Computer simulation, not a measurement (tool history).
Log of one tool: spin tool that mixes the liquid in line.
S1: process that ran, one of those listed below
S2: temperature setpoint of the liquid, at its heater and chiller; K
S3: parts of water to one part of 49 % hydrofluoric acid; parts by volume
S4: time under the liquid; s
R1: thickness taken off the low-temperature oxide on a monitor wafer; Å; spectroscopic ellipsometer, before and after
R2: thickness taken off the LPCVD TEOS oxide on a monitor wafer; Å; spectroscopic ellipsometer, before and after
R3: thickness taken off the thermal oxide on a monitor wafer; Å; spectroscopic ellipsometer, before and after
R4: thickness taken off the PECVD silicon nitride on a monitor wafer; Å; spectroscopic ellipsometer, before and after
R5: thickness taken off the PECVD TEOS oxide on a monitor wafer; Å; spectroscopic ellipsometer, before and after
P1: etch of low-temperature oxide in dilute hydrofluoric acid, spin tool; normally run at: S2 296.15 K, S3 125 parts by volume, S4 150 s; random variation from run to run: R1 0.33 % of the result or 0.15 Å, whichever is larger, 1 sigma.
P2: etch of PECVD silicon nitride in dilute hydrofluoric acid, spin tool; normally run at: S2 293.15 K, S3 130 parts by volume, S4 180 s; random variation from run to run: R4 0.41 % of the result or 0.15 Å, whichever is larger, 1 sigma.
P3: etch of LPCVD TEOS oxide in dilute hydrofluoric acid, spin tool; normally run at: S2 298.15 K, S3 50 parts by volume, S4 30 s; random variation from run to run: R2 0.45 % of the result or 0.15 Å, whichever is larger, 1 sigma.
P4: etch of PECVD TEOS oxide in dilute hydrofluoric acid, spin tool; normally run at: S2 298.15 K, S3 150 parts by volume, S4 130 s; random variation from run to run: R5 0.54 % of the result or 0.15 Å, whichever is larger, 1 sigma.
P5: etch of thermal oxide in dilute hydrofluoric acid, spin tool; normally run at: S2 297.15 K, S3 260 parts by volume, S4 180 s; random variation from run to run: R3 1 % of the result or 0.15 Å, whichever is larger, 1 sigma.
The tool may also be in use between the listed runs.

Run 1, day 0.200: S1 P1, S2 296.15 K, S3 125 parts by volume, S4 150 s. Result: R1 288.620 Å.
Run 2, day 0.496: S1 P3, S2 298.15 K, S3 50 parts by volume, S4 30 s. Result: R2 194.140 Å.
Run 3, day 0.771: S1 P1, S2 296.15 K, S3 125 parts by volume, S4 150 s. Result: R1 287.610 Å.
Run 4, day 0.958: S1 P5, S2 297.15 K, S3 260 parts by volume, S4 180 s. Result: R3 26.342 Å.
Run 5, day 1.175: S1 P1, S2 292.15 K, S3 125 parts by volume, S4 150 s. Result: R1 245.580 Å.
Run 6, day 1.529: S1 P1, S2 296.15 K, S3 125 parts by volume, S4 150 s. Result: R1 288.350 Å.
Run 7, day 1.725: S1 P1, S2 296.15 K, S3 55 parts by volume, S4 80 s. Result: R1 381.850 Å.
Run 8, day 1.954: S1 P1, S2 296.15 K, S3 125 parts by volume, S4 150 s. Result: R1 286.570 Å.
Run 9, day 2.242: S1 P5, S2 303.15 K, S3 260 parts by volume, S4 180 s. Result: R3 32.300 Å.
Run 10, day 2.425: S1 P2, S2 293.15 K, S3 130 parts by volume, S4 180 s. Result: R4 59.223 Å.
Run 11, day 2.662: S1 P3, S2 298.15 K, S3 50 parts by volume, S4 15 s. Result: R2 96.963 Å.
Run 12, day 3.008: S1 P1, S2 296.15 K, S3 125 parts by volume, S4 280 s. Result: R1 539.780 Å.
Run 13, day 3.229: S1 P1, S2 301.65 K, S3 125 parts by volume, S4 150 s. Result: R1 356.370 Å.
Run 14, day 3.504: S1 P1, S2 296.15 K, S3 170 parts by volume, S4 150 s. Result: R1 201.020 Å.
Run 15, day 3.733: S1 P2, S2 293.15 K, S3 130 parts by volume, S4 45 s. Result: R4 14.659 Å.
Run 16, day 4.012: S1 P3, S2 298.15 K, S3 50 parts by volume, S4 30 s. Result: R2 192.320 Å.
Run 17, day 4.312: S1 P1, S2 296.15 K, S3 125 parts by volume, S4 55 s. Result: R1 105.420 Å.
Run 18, day 4.650: S1 P5, S2 297.15 K, S3 260 parts by volume, S4 180 s. Result: R3 27.057 Å.
Run 19, day 4.888: S1 P1, S2 296.15 K, S3 180 parts by volume, S4 60 s. Result: R1 75.385 Å.
Run 20, day 5.129: S1 P4, S2 298.15 K, S3 75 parts by volume, S4 130 s. Result: R5 391.1 Å.

The next listed run, before its measurement:
Run 21, day 5.304: S1 P3, S2 293.65 K, S3 50 parts by volume, S4 30 s. Result: R2 ?.

R2: 159.480 Å
